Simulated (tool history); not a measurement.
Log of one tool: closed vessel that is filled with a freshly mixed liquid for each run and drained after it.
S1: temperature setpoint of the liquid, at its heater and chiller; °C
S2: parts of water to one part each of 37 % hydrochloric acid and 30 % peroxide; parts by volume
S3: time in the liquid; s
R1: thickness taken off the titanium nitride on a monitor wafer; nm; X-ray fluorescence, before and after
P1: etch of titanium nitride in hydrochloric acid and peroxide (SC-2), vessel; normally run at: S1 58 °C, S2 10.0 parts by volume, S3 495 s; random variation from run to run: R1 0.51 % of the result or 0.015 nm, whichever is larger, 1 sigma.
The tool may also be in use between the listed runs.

run   hour  S1    S2   S3       R1
  1   10.1  58  10.0  495  22.3460
  2   22.2  58  14.0  260   8.8459
  3   37.7  42  10.0  495   7.5731
  4   47.3  58  10.0  225  10.1060
      51.6  -- thermometer replaced
  5   61.0  58  10.0  495  22.0050
      64.5  -- new drum of peroxide connected
  6   78.6  58  17.5  495  13.5160
  7   96.1  58   4.0  495  43.8470
  8  109.5  58  10.0  920  41.3360
  9  118.2  58  10.0  495  21.9940
 10  134.1  58  10.0  495  21.9880
 11  151.9  71  10.0  495  49.0290
 12  167.2  58  10.0  495  22.1290
 13  185.7  58  10.0  495  22.2700

Forecast run 14:
 14  195.8  58  10.0  495   ?

R1: 22.1590 nm
